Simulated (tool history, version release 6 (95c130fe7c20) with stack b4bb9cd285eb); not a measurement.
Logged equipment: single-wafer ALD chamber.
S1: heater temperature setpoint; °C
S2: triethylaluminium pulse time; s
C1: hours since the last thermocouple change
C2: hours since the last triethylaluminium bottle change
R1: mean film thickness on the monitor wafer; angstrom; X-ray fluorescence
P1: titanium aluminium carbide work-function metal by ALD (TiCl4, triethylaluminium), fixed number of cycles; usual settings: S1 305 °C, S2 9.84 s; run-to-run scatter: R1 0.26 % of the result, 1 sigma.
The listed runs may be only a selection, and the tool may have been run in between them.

run  hour   S1     S2     C1     C2      R1
  1   3.3  305   9.84  524.5  459.6  19.995
  2   6.9  305   9.84  528.1  463.2   20.05
  3  11.2  305   9.84  532.4  467.5  19.969
  4  16.5  322   5.52  537.7  472.8  18.864
  5  19.7  305   3.59  540.9    476  14.636
  6  22.2  305   9.84  543.4  478.5  19.967
  7  26.7  327   9.84  547.9    483  21.879
  8  30.5  305   9.84  551.7  486.8   19.92
  9    35  305   9.84  556.2  491.3  19.988
 10  39.7  305  16.44  560.9    496  20.563
 11    44  283   9.84  565.2  500.3   18.18
 12  47.2  305   9.84  568.4  503.5  20.007
 13  51.3  305   9.84  572.5  507.6   19.87
 14  56.4  305   9.84  577.6  512.7    19.7
 15  60.7  305   9.84  581.9    517  19.743
 16  64.2  305   9.84  585.4  520.5  19.707
 17  69.4  305   9.84  590.6  525.7  19.746
 18  74.7  305   9.84  595.9    531  19.631

What P1 gives has crept off from where it sat before. The 2 causes that follow fit the log equally well, each at the size noted:
A: wafer temperature below the value expected at the setpoint (K) = 3.99
B: triethylaluminium dose below that of a fresh bottle (%) = 11.7
At approximately hour 47.2, the process output began to creep.

Consider the 4 single-wafer check runs listed below, results given as question marks: which one distinguishes between the causes by giving clearly different results for each?
check 1    80  327  9.84           ?
check 2    80  284  9.84           ?
check 3    80  305  4.13           ?
check 4    80  318  9.84           ?

What every check run would give for each of its results, assuming each possible cause in turn:
  check  result    if A    if B
check 1      R1  21.506  21.481
check 2      R1  17.854  17.879
check 3      R1  15.416  14.781
check 4      R1  20.731  20.717
Separation of the two closest causes in each check, using whichever result separates them best: check 1 0.12 %; check 2 0.14 %; check 3 4.2 %; check 4 0.07 %
The causes can be told apart only by check 3. The other checks would give nearly the same results under each of them.

Running check 3 produced the following: R1 14.743 angstrom. Which one of the listed causes fits?

The cause is B: triethylaluminium dose below that of a fresh bottle (%).
